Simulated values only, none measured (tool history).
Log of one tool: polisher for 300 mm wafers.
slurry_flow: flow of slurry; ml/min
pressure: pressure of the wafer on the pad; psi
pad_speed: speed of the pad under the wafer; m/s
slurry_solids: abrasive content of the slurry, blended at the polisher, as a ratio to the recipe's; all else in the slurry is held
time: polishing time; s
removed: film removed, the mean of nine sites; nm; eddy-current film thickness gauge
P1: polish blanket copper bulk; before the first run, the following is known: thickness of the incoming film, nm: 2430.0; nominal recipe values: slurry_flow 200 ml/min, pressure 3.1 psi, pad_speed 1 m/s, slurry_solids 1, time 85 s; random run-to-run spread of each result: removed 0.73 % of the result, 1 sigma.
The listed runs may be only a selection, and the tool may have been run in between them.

run	day	slurry_flow	pressure	pad_speed	slurry_solids	time	removed
1	0.408	200	3.1	1	1	85	932.08
2	1.071	200	3.1	1	1	108	1176.4
# day 1.15: slurry blender recalibrated
3	1.642	200	3.1	1	1.3	85	990.71
4	2.25	200	3.1	1	1	85	941.36
5	2.633	200	4.3	1	1	85	1306
6	2.988	200	3.1	1	1	85	937.57
7	3.279	200	2.1	1	1	85	633.59
8	3.808	250	1.9	1	1	85	589.65
9	4.246	200	3.1	1.58	1	85	1471.2
# day 4.279: slurry nozzle cleaned
10	4.871	305	3.1	1	1	85	975.74
11	5.529	120	3.1	1	1	85	861.09
12	5.988	200	3.1	1	1	85	928.8
13	6.475	200	3.1	0.58	1	85	542.62
14	7.096	200	3.1	1	1	49	543.93
15	7.688	200	3.1	1	0.55	85	841.77
16	8.204	200	3.1	1	1	85	945.81
17	8.617	200	3.1	1	1	85	931.67
18	9.171	200	3.1	1	1	85	926.49
19	9.525	200	3.1	1	1	85	915.71
20	9.9	200	3.1	1	1	85	899.85
21	10.271	200	3.1	1	1	85	882.33
22	10.746	200	3.1	1	1	85	875.54
# day 10.958: head pressure recalibrated
23	11.162	200	3.1	1	1	85	873.55
# day 11.462: slurry blender recalibrated
24	11.738	200	3.1	1	1	85	858.32
25	12.367	200	3.1	1	1	85	877.45
26	12.979	200	3.1	1	1	85	856.39

Something has made what P1 gives creep away from where it was; the 2 causes below, each at its own stated size, fit the log equally well:
A: removal rate lost through wear of the pad, % = 7.74
B: slurry flow missing at the pad, % = 38.1
The onset of the drift is placed at about day 8.617.
Why every other cause is out:
head's pressure below its setpoint, %: serviced at day 10.958, which brought nothing back
abrasive missing from the slurry, %: serviced at day 11.462, which brought nothing back

You are offered 4 check runs, listed below with question marks in place of their results; each one averages 5 wafers. Which run separates the listed causes by giving clearly different results for each?
check 1	13.592	200	3.1	1	0.6	85	?
check 2	13.592	290	3.1	0.74	1	85	?
check 3	13.592	200	3.1	1	1	53	?
check 4	13.592	200	3.1	1.44	1	104	?

If the cause were each of the candidates in turn, the checks would give the following:
check	result	if A	if B
check 1	removed	775.61	775.77
check 2	removed	665.3	681.34
check 3	removed	537.74	537.85
check 4	removed	1519.5	1519.8
Separation of the two closest causes in each check, using whichever result separates them best: check 1 0.02 %; check 2 2.38 %; check 3 0.02 %; check 4 0.02 %
The other checks would show nearly matching results whichever cause is true, so check 2 is the only one that separates the causes.

Here is what check 2 returned: removed 680.06 nm. Which cause is it?

Of the candidate causes, it is B: slurry flow missing at the pad, %.
